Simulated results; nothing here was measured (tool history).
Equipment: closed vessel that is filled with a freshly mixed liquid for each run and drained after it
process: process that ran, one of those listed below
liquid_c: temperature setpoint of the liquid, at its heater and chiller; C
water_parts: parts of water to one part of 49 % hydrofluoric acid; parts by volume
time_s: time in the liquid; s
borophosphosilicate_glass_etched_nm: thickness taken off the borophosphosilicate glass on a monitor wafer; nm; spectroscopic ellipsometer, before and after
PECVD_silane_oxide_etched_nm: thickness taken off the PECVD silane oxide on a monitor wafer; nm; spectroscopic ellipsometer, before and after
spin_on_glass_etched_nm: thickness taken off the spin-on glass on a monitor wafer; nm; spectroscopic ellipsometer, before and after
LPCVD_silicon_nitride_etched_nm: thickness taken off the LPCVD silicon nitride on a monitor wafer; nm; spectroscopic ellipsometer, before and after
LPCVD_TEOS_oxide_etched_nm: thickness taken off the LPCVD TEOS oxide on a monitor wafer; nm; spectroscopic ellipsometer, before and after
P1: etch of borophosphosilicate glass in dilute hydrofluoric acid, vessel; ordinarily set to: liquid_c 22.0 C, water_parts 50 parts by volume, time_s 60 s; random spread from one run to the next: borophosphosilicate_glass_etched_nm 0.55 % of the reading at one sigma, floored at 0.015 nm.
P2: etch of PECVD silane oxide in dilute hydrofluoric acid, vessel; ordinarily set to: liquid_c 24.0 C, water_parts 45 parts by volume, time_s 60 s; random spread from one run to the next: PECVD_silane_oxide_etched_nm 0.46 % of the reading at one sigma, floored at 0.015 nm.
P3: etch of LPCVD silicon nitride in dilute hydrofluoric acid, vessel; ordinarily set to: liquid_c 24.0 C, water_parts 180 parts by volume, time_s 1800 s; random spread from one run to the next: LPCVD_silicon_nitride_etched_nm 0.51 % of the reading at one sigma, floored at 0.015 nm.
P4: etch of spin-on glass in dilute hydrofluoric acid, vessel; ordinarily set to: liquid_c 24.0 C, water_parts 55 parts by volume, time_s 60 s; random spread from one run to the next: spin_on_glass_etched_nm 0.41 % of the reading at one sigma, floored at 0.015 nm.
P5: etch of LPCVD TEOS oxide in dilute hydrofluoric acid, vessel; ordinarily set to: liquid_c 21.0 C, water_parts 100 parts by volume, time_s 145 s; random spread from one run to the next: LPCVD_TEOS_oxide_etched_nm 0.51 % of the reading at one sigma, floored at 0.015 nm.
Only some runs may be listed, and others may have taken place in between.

run	hour	process	liquid_c	water_parts	time_s	borophosphosilicate_glass_etched_nm	PECVD_silane_oxide_etched_nm	spin_on_glass_etched_nm	LPCVD_silicon_nitride_etched_nm	LPCVD_TEOS_oxide_etched_nm
1	18.3	P1	22.0	50	60	42.046				
2	29.0	P2	24.0	45	60		32.865			
3	38.6	P2	24.0	20	60		76.714			
4	57.2	P4	24.0	55	60			54.317		
5	74.6	P1	22.0	50	60	42.104				
6	90.9	P4	24.0	55	35			31.595		
# hour 97.0: hydrofluoric acid flow meter replaced
7	100.6	P2	31.0	45	60		44.276			
8	114.4	P4	28.0	55	60			63.290		
9	127.9	P3	24.0	180	1800				4.9058	
10	140.6	P1	22.0	50	60	41.983				
11	157.1	P5	21.0	100	145					26.206
12	172.4	P1	17.0	25	60	70.024				
13	186.0	P2	24.0	45	30		16.608			
14	200.3	P1	22.0	20	85	155.970				
15	218.7	P3	18.5	180	1800				3.4610	
16	235.4	P1	26.0	50	60	50.280				
17	250.6	P4	24.0	55	60			53.859		
18	268.7	P1	17.0	50	60	33.966				
19	282.7	P1	22.0	20	60	109.350				
20	297.3	P1	22.0	50	60	42.267				
21	306.5	P1	22.0	50	60	41.768				
22	317.3	P5	21.0	35	145					81.113
23	327.9	P1	22.0	50	115	80.278				
24	345.2	P4	24.0	95	60			29.929		
25	362.6	P1	22.0	50	35	24.425				
26	373.9	P3	24.0	180	3305				9.0266	
27	388.9	P3	24.0	85	1800				10.4050	
28	397.9	P5	21.0	100	145					26.146
29	409.6	P5	21.0	100	60					10.880
30	417.8	P1	22.0	90	60	22.124				
31	428.7	P5	17.0	100	145					22.457
32	441.9	P1	22.0	50	60	42.070				
33	460.6	P1	22.0	50	60	39.964				
34	470.3	P1	22.0	50	60	39.397				
35	480.5	P1	22.0	50	60	38.603				
36	493.1	P1	22.0	50	60	38.597				
37	511.3	P1	22.0	50	60	38.436				
38	526.4	P1	22.0	50	60	37.948				

The log shows P1 creeping away from where it was. Any of the 2 causes listed here, at the size stated for it, fits the log just as well as the others:
A: hydrofluoric acid flow below the setpoint (%) = 8.58
B: liquid colder than its thermometer reads (K) = 2.27
The gradual shift began around hour 441.9.

Consider the 4 single-wafer check runs listed below, results given as question marks: which one distinguishes between the causes by giving clearly different results for each?
check 1	541.5	P3	24.0	180	1800				?	
check 2	541.5	P4	24.0	55	60			?		
check 3	541.5	P2	24.0	45	60		?			
check 4	541.5	P5	21.0	100	145					?

Expected result of each check under each candidate cause:
check	result	if A	if B
check 1	LPCVD_silicon_nitride_etched_nm	4.5425	4.2891
check 2	spin_on_glass_etched_nm	49.178	49.304
check 3	PECVD_silane_oxide_etched_nm	30.201	30.220
check 4	LPCVD_TEOS_oxide_etched_nm	23.841	24.010
Gap, in per cent, between the two causes that each check separates least, read from the result that separates them most: check 1 5.74 %; check 2 0.25 %; check 3 0.06 %; check 4 0.71 %
The other checks would show nearly matching results whichever cause is true, so check 1 is the only one that separates the causes.

Check 1 was carried out, with these results: LPCVD_silicon_nitride_etched_nm 4.5114 nm. Which of the listed causes is responsible?

A is the cause: hydrofluoric acid flow below the setpoint (%).
